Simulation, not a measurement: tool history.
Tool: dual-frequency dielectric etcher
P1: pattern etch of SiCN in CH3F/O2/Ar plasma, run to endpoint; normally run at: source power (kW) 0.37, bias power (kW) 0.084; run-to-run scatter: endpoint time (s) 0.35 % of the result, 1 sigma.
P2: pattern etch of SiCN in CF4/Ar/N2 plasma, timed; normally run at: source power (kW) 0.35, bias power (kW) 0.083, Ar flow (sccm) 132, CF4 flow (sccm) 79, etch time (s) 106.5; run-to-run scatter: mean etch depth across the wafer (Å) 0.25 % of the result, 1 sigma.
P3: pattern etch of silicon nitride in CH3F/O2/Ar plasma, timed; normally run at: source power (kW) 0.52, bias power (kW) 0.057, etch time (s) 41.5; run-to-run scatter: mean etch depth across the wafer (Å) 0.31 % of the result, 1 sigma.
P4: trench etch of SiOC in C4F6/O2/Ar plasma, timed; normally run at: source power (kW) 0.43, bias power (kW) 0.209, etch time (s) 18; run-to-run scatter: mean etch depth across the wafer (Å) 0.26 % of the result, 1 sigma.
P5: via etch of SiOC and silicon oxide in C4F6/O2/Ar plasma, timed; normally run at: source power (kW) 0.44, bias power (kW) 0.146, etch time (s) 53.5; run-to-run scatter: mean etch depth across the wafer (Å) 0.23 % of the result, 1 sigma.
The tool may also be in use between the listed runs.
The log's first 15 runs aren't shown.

run,hour,process that ran,source power (kW),bias power (kW),etch time (s),Ar flow (sccm),CF4 flow (sccm),hours since the last wet clean,hours since the last source power generator calibration,hours since the last bias power generator calibration,endpoint time (s),mean etch depth across the wafer (Å)
16,163.6,P4,0.43,0.209,22.5,,,566.1,2719.7,3179.3,,508.28
17,174.5,P4,0.26,0.209,18,,,577,2730.6,3190.2,,334
# hour 180.8: source power generator calibrated
18,182.8,P3,0.71,0.057,41.5,,,585.3,2,3198.5,,331.46
19,198.2,P1,0.24,0.098,,,,600.7,17.4,3213.9,17.285,
20,204.9,P2,0.35,0.083,106.5,132,63,607.4,24.1,3220.6,,738.76
# hour 211.1: wet clean of the chamber
21,214.8,P1,0.37,0.057,,,,3.7,34,3230.5,18.034,
22,230.1,P2,0.35,0.056,106.5,132,79,19,49.3,3245.8,,662.91
23,240.9,P3,0.52,0.057,41.5,,,29.8,60.1,3256.6,,292.7
24,248.3,P5,0.28,0.146,53.5,,,37.2,67.5,3264,,497.07
25,259.7,P4,0.43,0.209,18,,,48.6,78.9,3275.4,,405.16
26,273.6,P1,0.44,0.084,,,,62.5,92.8,3289.3,14.766,
27,286.2,P1,0.37,0.084,,,,75.1,105.4,3301.9,15.708,
28,293.4,P2,0.35,0.083,106.5,165,79,82.3,112.6,3309.1,,741.58
29,302,P1,0.37,0.084,,,,90.9,121.2,3317.7,15.719,
30,315,P1,0.37,0.084,,,,103.9,134.2,3330.7,15.788,
31,328.1,P1,0.37,0.084,,,,117,147.3,3343.8,15.801,
32,342.2,P1,0.37,0.084,,,,131.1,161.4,3357.9,15.902,
33,352.3,P1,0.37,0.084,,,,141.2,171.5,3368,15.935,
# hour 357.6: wet clean of the chamber
34,365.9,P1,0.37,0.084,,,,8.4,185.1,3381.6,15.894,
35,377.2,P1,0.37,0.084,,,,19.7,196.4,3392.9,15.946,
36,388.5,P1,0.37,0.084,,,,31,207.7,3404.2,15.973,
37,397.6,P1,0.37,0.084,,,,40.1,216.8,3413.3,15.998,
38,412.6,P1,0.37,0.084,,,,55.1,231.8,3428.3,15.919,

Forecast run 39:
39,421.6,P1,0.37,0.084,,,,64.1,240.8,3437.3,?,

Run 39 gave endpoint time (s) 15.988.
